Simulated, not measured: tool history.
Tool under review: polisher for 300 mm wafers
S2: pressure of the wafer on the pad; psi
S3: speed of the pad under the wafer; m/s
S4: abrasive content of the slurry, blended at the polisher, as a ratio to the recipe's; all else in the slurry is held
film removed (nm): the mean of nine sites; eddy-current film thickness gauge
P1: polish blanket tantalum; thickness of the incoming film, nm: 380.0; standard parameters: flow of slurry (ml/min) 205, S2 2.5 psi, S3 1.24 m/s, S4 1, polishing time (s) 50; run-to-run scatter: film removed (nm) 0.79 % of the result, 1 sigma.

{"run": 1, "hour": 11.0, "flow of slurry (ml/min)": 205, "S2": 2.5, "S3": 1.24, "S4": 1, "polishing time (s)": 50, "film removed (nm)": 106.24}
{"run": 2, "hour": 26.4, "flow of slurry (ml/min)": 205, "S2": 1.1, "S3": 1.24, "S4": 1, "polishing time (s)": 50, "film removed (nm)": 46.366}
{"run": 3, "hour": 36.9, "flow of slurry (ml/min)": 205, "S2": 2.5, "S3": 1.24, "S4": 1, "polishing time (s)": 50, "film removed (nm)": 105.86}
{"run": 4, "hour": 47.7, "flow of slurry (ml/min)": 310, "S2": 2.5, "S3": 1.24, "S4": 1, "polishing time (s)": 50, "film removed (nm)": 111.94}
{"run": 5, "hour": 60.4, "flow of slurry (ml/min)": 205, "S2": 2.5, "S3": 1.24, "S4": 1, "polishing time (s)": 50, "film removed (nm)": 105.06}
{"run": 6, "hour": 75.9, "flow of slurry (ml/min)": 205, "S2": 2.5, "S3": 1.24, "S4": 1, "polishing time (s)": 34, "film removed (nm)": 71.371}
{"run": 7, "hour": 84.5, "flow of slurry (ml/min)": 205, "S2": 2.5, "S3": 1.24, "S4": 1, "polishing time (s)": 74, "film removed (nm)": 154.09}
{"run": 8, "hour": 95.6, "flow of slurry (ml/min)": 205, "S2": 2.5, "S3": 1.24, "S4": 1, "polishing time (s)": 50, "film removed (nm)": 106.38}
{"run": 9, "hour": 102.6, "flow of slurry (ml/min)": 205, "S2": 2.5, "S3": 1.24, "S4": 1.3, "polishing time (s)": 50, "film removed (nm)": 113.79}
{"run": 10, "hour": 115.8, "flow of slurry (ml/min)": 205, "S2": 4, "S3": 1.24, "S4": 1, "polishing time (s)": 50, "film removed (nm)": 169.28}
{"run": 11, "hour": 122.9, "flow of slurry (ml/min)": 205, "S2": 2.5, "S3": 1.24, "S4": 0.5, "polishing time (s)": 50, "film removed (nm)": 81.388}
{"run": 12, "hour": 138.4, "flow of slurry (ml/min)": 205, "S2": 2.5, "S3": 1.9, "S4": 1, "polishing time (s)": 50, "film removed (nm)": 161.97}
{"run": 13, "hour": 153.8, "flow of slurry (ml/min)": 205, "S2": 2.5, "S3": 1.24, "S4": 1, "polishing time (s)": 50, "film removed (nm)": 105.81}
{"run": 14, "hour": 168.7, "flow of slurry (ml/min)": 125, "S2": 2.5, "S3": 1.24, "S4": 1, "polishing time (s)": 50, "film removed (nm)": 97.43}
{"hour": 173.3, "done": "slurry nozzle cleaned"}
{"run": 15, "hour": 175.7, "flow of slurry (ml/min)": 145, "S2": 2.5, "S3": 1.24, "S4": 0.75, "polishing time (s)": 50, "film removed (nm)": 92.606}
{"run": 16, "hour": 187.0, "flow of slurry (ml/min)": 205, "S2": 2.5, "S3": 0.66, "S4": 1, "polishing time (s)": 50, "film removed (nm)": 56.425}
{"run": 17, "hour": 201.2, "flow of slurry (ml/min)": 205, "S2": 2.5, "S3": 1.24, "S4": 1, "polishing time (s)": 50, "film removed (nm)": 106.2}
{"run": 18, "hour": 216.6, "flow of slurry (ml/min)": 205, "S2": 2.5, "S3": 1.24, "S4": 1, "polishing time (s)": 50, "film removed (nm)": 103.21}
{"run": 19, "hour": 231.3, "flow of slurry (ml/min)": 205, "S2": 2.5, "S3": 1.24, "S4": 1, "polishing time (s)": 50, "film removed (nm)": 101.98}
{"run": 20, "hour": 239.6, "flow of slurry (ml/min)": 205, "S2": 2.5, "S3": 1.24, "S4": 1, "polishing time (s)": 50, "film removed (nm)": 98.926}
{"run": 21, "hour": 248.3, "flow of slurry (ml/min)": 205, "S2": 2.5, "S3": 1.24, "S4": 1, "polishing time (s)": 50, "film removed (nm)": 98.626}
{"run": 22, "hour": 262.2, "flow of slurry (ml/min)": 205, "S2": 2.5, "S3": 1.24, "S4": 1, "polishing time (s)": 50, "film removed (nm)": 98.497}
{"hour": 263.2, "done": "slurry nozzle cleaned"}
{"hour": 268.0, "done": "head pressure recalibrated"}
{"run": 23, "hour": 274.7, "flow of slurry (ml/min)": 205, "S2": 2.5, "S3": 1.24, "S4": 1, "polishing time (s)": 50, "film removed (nm)": 97.191}
{"run": 24, "hour": 289.5, "flow of slurry (ml/min)": 205, "S2": 2.5, "S3": 1.24, "S4": 1, "polishing time (s)": 50, "film removed (nm)": 96.523}
{"run": 25, "hour": 303.3, "flow of slurry (ml/min)": 205, "S2": 2.5, "S3": 1.24, "S4": 1, "polishing time (s)": 50, "film removed (nm)": 96.179}
{"run": 26, "hour": 313.4, "flow of slurry (ml/min)": 205, "S2": 2.5, "S3": 1.24, "S4": 1, "polishing time (s)": 50, "film removed (nm)": 96.523}
{"run": 27, "hour": 328.9, "flow of slurry (ml/min)": 205, "S2": 2.5, "S3": 1.24, "S4": 1, "polishing time (s)": 50, "film removed (nm)": 95.32}
{"run": 28, "hour": 337.1, "flow of slurry (ml/min)": 205, "S2": 2.5, "S3": 1.24, "S4": 1, "polishing time (s)": 50, "film removed (nm)": 95.753}

Something has made what P1 gives creep away from where it was; the 2 causes below, each at its own stated size, fit the log equally well:
A: removal rate lost through wear of the pad, % = 9.06
B: abrasive missing from the slurry, % = 25.8
The creep began at about hour 201.2.
Why every other cause is out:
slurry flow missing at the pad, %: serviced at hour 263.2, after the drift had started, without restoring the earlier output
head's pressure below its setpoint, %: serviced at hour 268, after the drift had started, without restoring the earlier output

The 4 check runs listed below each average the results of 5 wafers, and their outcomes are marked with question marks. Under which run would the listed causes produce clearly different results?
{"run": "check 1", "hour": 345.3, "flow of slurry (ml/min)": 295, "S2": 2.5, "S3": 1.24, "S4": 1, "polishing time (s)": 50, "film removed (nm)": "?"}
{"run": "check 2", "hour": 345.3, "flow of slurry (ml/min)": 205, "S2": 2.5, "S3": 1.24, "S4": 0.65, "polishing time (s)": 61, "film removed (nm)": "?"}
{"run": "check 3", "hour": 345.3, "flow of slurry (ml/min)": 145, "S2": 2.5, "S3": 1.24, "S4": 1, "polishing time (s)": 50, "film removed (nm)": "?"}
{"run": "check 4", "hour": 345.3, "flow of slurry (ml/min)": 205, "S2": 2.5, "S3": 0.72, "S4": 1, "polishing time (s)": 50, "film removed (nm)": "?"}

If the cause were each of the candidates in turn, the checks would give the following:
check=check_1 result=film_removed_(nm) if_A=100.17 if_B=100.2
check=check_2 result=film_removed_(nm) if_A=101.79 if_B=98.841
check=check_3 result=film_removed_(nm) if_A=91.327 if_B=91.351
check=check_4 result=film_removed_(nm) if_A=55.9 if_B=55.915
Separation of the two closest causes in each check, using whichever result separates them best: check 1 0.03 %; check 2 2.94 %; check 3 0.03 %; check 4 0.03 %
The other checks would show nearly matching results whichever cause is true, so check 2 is the only one that separates the causes.

Running check 2 produced the following: film removed (nm) 98.564. Which one of the listed causes fits?

The correct cause is B, namely: abrasive missing from the slurry, %.
